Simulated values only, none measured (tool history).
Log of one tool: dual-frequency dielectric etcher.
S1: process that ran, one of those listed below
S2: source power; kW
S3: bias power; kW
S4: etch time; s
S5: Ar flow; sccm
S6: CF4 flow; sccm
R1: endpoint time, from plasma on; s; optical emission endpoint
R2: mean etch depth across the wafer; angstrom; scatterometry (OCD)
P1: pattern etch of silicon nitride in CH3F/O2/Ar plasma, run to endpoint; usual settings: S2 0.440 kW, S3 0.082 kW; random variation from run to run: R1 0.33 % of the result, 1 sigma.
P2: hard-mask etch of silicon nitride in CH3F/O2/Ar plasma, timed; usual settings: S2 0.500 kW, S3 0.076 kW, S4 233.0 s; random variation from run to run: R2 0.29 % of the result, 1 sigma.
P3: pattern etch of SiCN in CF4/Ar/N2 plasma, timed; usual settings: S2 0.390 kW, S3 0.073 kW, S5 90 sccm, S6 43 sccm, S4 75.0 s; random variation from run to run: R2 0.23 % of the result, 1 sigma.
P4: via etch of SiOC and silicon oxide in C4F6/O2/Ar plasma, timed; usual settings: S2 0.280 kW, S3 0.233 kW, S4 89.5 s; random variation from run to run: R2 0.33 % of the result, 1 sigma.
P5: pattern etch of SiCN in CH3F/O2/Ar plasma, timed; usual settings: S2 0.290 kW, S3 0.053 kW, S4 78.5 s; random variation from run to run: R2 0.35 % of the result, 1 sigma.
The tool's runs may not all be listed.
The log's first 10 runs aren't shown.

run   hour  S1     S2     S3     S4  S5  S6      R1       R2
 11  125.7  P2  0.500  0.076  233.0                  1776.80
 12  138.5  P1  0.440  0.082                 52.277
 13  147.5  P4  0.180  0.233   89.5                   826.17
 14  160.8  P2  0.500  0.092  233.0                  1903.90
 15  173.3  P1  0.530  0.082                 48.602
 16  180.9  P3  0.390  0.093   75.0  90  43           574.28
 17  189.0  P1  0.610  0.066                 49.515
 18  200.9  P1  0.440  0.111                 46.914
 19  211.2  P4  0.280  0.296   89.5                  1060.60

Forecast run 20:
 20  226.0  P2  0.340  0.076  233.0               ?

Run 20 gave R2 1542.50 angstrom.
